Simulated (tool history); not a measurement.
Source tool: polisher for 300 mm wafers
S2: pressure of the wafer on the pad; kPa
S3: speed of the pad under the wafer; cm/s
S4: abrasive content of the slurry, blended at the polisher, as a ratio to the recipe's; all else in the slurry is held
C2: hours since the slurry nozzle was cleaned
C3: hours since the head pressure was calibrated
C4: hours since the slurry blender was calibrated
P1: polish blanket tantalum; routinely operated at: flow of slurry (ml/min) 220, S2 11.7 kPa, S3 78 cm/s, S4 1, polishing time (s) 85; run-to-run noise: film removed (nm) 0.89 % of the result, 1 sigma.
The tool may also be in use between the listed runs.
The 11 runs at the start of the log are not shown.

run 12 hour=164.5 | flow_of_slurry_(ml/min)=220 S2=11.7 S3=78 S4=1 polishing_time_(s)=85 | wafers_polished_on_this_pad=2174 C2=72.3 C3=346.4 C4=272.9 | film_removed_(nm)=86.816
-- hour=182.8 slurry blender recalibrated
run 13 hour=183.6 | flow_of_slurry_(ml/min)=220 S2=11.7 S3=78 S4=1 polishing_time_(s)=110 | wafers_polished_on_this_pad=2380 C2=91.4 C3=365.5 C4=0.8 | film_removed_(nm)=111.7
run 14 hour=202.2 | flow_of_slurry_(ml/min)=220 S2=11.7 S3=120 S4=1 polishing_time_(s)=85 | wafers_polished_on_this_pad=2580 C2=110 C3=384.1 C4=19.4 | film_removed_(nm)=132.16
run 15 hour=214.1 | flow_of_slurry_(ml/min)=220 S2=11.7 S3=40 S4=1 polishing_time_(s)=85 | wafers_polished_on_this_pad=2709 C2=121.9 C3=396 C4=31.3 | film_removed_(nm)=44.097
run 16 hour=226.1 | flow_of_slurry_(ml/min)=220 S2=11.7 S3=78 S4=1.4 polishing_time_(s)=85 | wafers_polished_on_this_pad=2838 C2=133.9 C3=408 C4=43.3 | film_removed_(nm)=93.233
run 17 hour=234.5 | flow_of_slurry_(ml/min)=220 S2=17.2 S3=78 S4=1 polishing_time_(s)=55 | wafers_polished_on_this_pad=2929 C2=142.3 C3=416.4 C4=51.7 | film_removed_(nm)=80.781
run 18 hour=247 | flow_of_slurry_(ml/min)=220 S2=7.6 S3=78 S4=1 polishing_time_(s)=85 | wafers_polished_on_this_pad=3063 C2=154.8 C3=428.9 C4=64.2 | film_removed_(nm)=56.054
run 19 hour=256 | flow_of_slurry_(ml/min)=220 S2=11.7 S3=78 S4=1 polishing_time_(s)=85 | wafers_polished_on_this_pad=3160 C2=163.8 C3=437.9 C4=73.2 | film_removed_(nm)=86.852

Run 20, settings as shown, results not yet in. Your forecast:
run 20 hour=269.8 | flow_of_slurry_(ml/min)=220 S2=11.7 S3=78 S4=1 polishing_time_(s)=85 | wafers_polished_on_this_pad=3309 C2=177.6 C3=451.7 C4=87 | film_removed_(nm)=?

Run 20 measured film removed (nm) 85.985.
